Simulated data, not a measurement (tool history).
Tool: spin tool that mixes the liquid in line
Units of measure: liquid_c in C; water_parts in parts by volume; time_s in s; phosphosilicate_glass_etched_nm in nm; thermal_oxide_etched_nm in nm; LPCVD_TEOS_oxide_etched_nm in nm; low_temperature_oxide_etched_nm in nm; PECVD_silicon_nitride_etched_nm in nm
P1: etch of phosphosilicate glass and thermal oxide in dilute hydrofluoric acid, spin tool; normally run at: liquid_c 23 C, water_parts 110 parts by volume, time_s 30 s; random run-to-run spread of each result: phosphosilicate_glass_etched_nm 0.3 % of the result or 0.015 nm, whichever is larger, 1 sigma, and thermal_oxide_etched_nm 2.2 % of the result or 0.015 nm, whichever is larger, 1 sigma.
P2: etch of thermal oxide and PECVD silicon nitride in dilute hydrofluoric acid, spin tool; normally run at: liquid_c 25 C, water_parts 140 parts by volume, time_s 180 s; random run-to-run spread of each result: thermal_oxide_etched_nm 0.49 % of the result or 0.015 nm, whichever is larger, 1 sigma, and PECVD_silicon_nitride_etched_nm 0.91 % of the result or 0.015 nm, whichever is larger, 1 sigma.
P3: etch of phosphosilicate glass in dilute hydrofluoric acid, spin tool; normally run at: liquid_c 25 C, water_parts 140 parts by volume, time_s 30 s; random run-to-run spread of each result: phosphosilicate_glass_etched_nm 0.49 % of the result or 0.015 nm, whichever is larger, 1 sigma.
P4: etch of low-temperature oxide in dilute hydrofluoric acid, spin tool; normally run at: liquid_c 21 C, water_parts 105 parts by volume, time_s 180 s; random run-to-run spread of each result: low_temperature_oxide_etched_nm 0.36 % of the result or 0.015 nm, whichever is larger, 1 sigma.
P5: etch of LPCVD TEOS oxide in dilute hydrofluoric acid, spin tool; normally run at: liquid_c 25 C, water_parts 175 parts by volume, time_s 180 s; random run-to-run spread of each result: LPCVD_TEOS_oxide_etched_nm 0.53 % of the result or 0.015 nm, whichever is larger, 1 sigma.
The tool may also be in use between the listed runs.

| run | day | process | liquid_c | water_parts | time_s | phosphosilicate_glass_etched_nm | thermal_oxide_etched_nm | LPCVD_TEOS_oxide_etched_nm | low_temperature_oxide_etched_nm | PECVD_silicon_nitride_etched_nm |
|---|---|---|---|---|---|---|---|---|---|---|
| 1 | 0.404 | P1 | 23 | 110 | 30 | 27.752 | 1.2215 |  |  |  |
| 2 | 0.654 | P5 | 25 | 175 | 180 |  |  | 38.787 |  |  |
| 3 | 1.038 | P4 | 21 | 55 | 180 |  |  |  | 38.948 |  |
| 4 | 1.279 | P1 | 23 | 110 | 15 | 13.864 | 0.59526 |  |  |  |
| 5 | 1.508 | P5 | 25 | 175 | 80 |  |  | 17.051 |  |  |
| 6 | 1.917 | P1 | 17 | 110 | 30 | 21.554 | 0.94607 |  |  |  |
| 7 | 2.108 | P1 | 23 | 70 | 30 | 45.584 | 2.0395 |  |  |  |
| 8 | 2.5 | P3 | 25 | 230 | 30 | 18.278 |  |  |  |  |
| 9 | 2.862 | P3 | 25 | 140 | 30 | 33.556 |  |  |  |  |
| 10 | 3.158 | P1 | 23 | 110 | 30 | 27.772 | 1.2154 |  |  |  |
| 11 | 3.492 | P2 | 25 | 250 | 180 |  | 3.0182 |  |  | 1.3269 |
| 12 | 3.762 | P4 | 21 | 105 | 280 |  |  |  | 29.715 |  |
| 13 | 4.138 | P1 | 23 | 110 | 30 | 27.599 | 1.1972 |  |  |  |
| 14 | 4.496 | P1 | 23 | 110 | 30 | 27.67 | 1.1579 |  |  |  |
| 15 | 4.821 | P1 | 17 | 110 | 50 | 35.974 | 1.5912 |  |  |  |
| 16 | 5.108 | P5 | 25 | 75 | 180 |  |  | 100.41 |  |  |
| 17 | 5.517 | P1 | 23 | 155 | 30 | 18.597 | 0.82399 |  |  |  |
| 18 | 5.933 | P3 | 32 | 140 | 30 | 43.011 |  |  |  |  |
| 19 | 6.292 | P1 | 26.5 | 110 | 15 | 15.828 | 0.68812 |  |  |  |
| 20 | 6.675 | P2 | 29 | 140 | 180 |  | 7.116 |  |  | 3.0655 |
|  | 6.788 | thermometer replaced |
| 21 | 6.879 | P1 | 23 | 110 | 30 | 27.53 | 1.2447 |  |  |  |
| 22 | 7.108 | P1 | 23 | 110 | 65 | 59.892 | 2.6779 |  |  |  |
| 23 | 7.471 | P1 | 30 | 110 | 30 | 36.273 | 1.5729 |  |  |  |
| 24 | 7.779 | P2 | 25 | 140 | 180 |  | 6.1207 |  |  | 2.3525 |
| 25 | 8.154 | P1 | 17 | 110 | 15 | 10.803 | 0.4944 |  |  |  |
| 26 | 8.417 | P3 | 25 | 140 | 15 | 16.836 |  |  |  |  |
| 27 | 8.738 | P2 | 25 | 140 | 180 |  | 6.197 |  |  | 2.3638 |
| 28 | 9.092 | P4 | 17 | 105 | 180 |  |  |  | 16.439 |  |
| 29 | 9.388 | P4 | 21 | 105 | 180 |  |  |  | 19.302 |  |
| 30 | 9.625 | P1 | 23 | 110 | 30 | 27.609 | 1.2232 |  |  |  |
| 31 | 10.054 | P2 | 25 | 140 | 15 |  | 0.50191 |  |  | 0.1641 |
| 32 | 10.371 | P5 | 25 | 175 | 180 |  |  | 38.563 |  |  |
| 33 | 10.592 | P5 | 29 | 175 | 180 |  |  | 44.57 |  |  |
| 34 | 10.783 | P1 | 23 | 110 | 30 | 27.65 | 1.2343 |  |  |  |
| 35 | 10.992 | P1 | 23 | 110 | 30 | 27.208 | 1.2303 |  |  |  |
| 36 | 11.242 | P1 | 23 | 110 | 30 | 26.919 | 1.2222 |  |  |  |
| 37 | 11.658 | P1 | 23 | 110 | 30 | 26.51 | 1.171 |  |  |  |
| 38 | 11.962 | P1 | 23 | 110 | 30 | 26.264 | 1.1452 |  |  |  |
| 39 | 12.325 | P1 | 23 | 110 | 30 | 26.29 | 1.1893 |  |  |  |
| 40 | 12.667 | P1 | 23 | 110 | 30 | 26.209 | 1.1312 |  |  |  |
| 41 | 13.058 | P1 | 23 | 110 | 30 | 26.009 | 1.1479 |  |  |  |
| 42 | 13.346 | P1 | 23 | 110 | 30 | 25.957 | 1.1539 |  |  |  |
| 43 | 13.55 | P1 | 23 | 110 | 30 | 26.127 | 1.1373 |  |  |  |
| 44 | 13.812 | P1 | 23 | 110 | 30 | 25.936 | 1.1839 |  |  |  |
| 45 | 14.204 | P1 | 23 | 110 | 30 | 25.875 | 1.181 |  |  |  |

What P1 gives has crept away from where it was. These 2 causes fit the log equally well, each at the size given:
A: hydrofluoric acid flow below the setpoint (%) = 5.27
B: liquid colder than its thermometer reads (K) = 1.54
The gradual shift began around day 10.783.

Below are 4 check runs, each averaged over 3 wafers, with their results shown as question marks. Which of them would give clearly different results depending on which cause is behind the drift?
| check 1 | 14.596 | P5 | 25 | 175 | 180 |  |  | ? |  |  |
| check 2 | 14.596 | P4 | 21 | 105 | 180 |  |  |  | ? |  |
| check 3 | 14.596 | P3 | 25 | 140 | 30 | ? |  |  |  |  |
| check 4 | 14.596 | P2 | 25 | 140 | 180 |  | ? |  |  | ? |

How each check would come out, cause by cause:
| check | result | if A | if B |
|---|---|---|---|
| check 1 | LPCVD_TEOS_oxide_etched_nm | 35.968 | 36.235 |
| check 2 | low_temperature_oxide_etched_nm | 18.07 | 18.03 |
| check 3 | phosphosilicate_glass_etched_nm | 31.469 | 31.601 |
| check 4 | thermal_oxide_etched_nm | 5.781 | 5.8053 |
| check 4 | PECVD_silicon_nitride_etched_nm | 2.2432 | 2.1428 |
Gap, in per cent, between the two causes that each check separates least, read from the result that separates them most: check 1 0.74 %; check 2 0.22 %; check 3 0.42 %; check 4 4.58 %
Only in check 4 would the causes give clearly different results; in the remaining checks their results would be nearly the same.

Here is what check 4 returned: thermal_oxide_etched_nm 5.8029 nm; PECVD_silicon_nitride_etched_nm 2.1656 nm. Which cause is it?

The correct cause is B, namely: liquid colder than its thermometer reads (K).
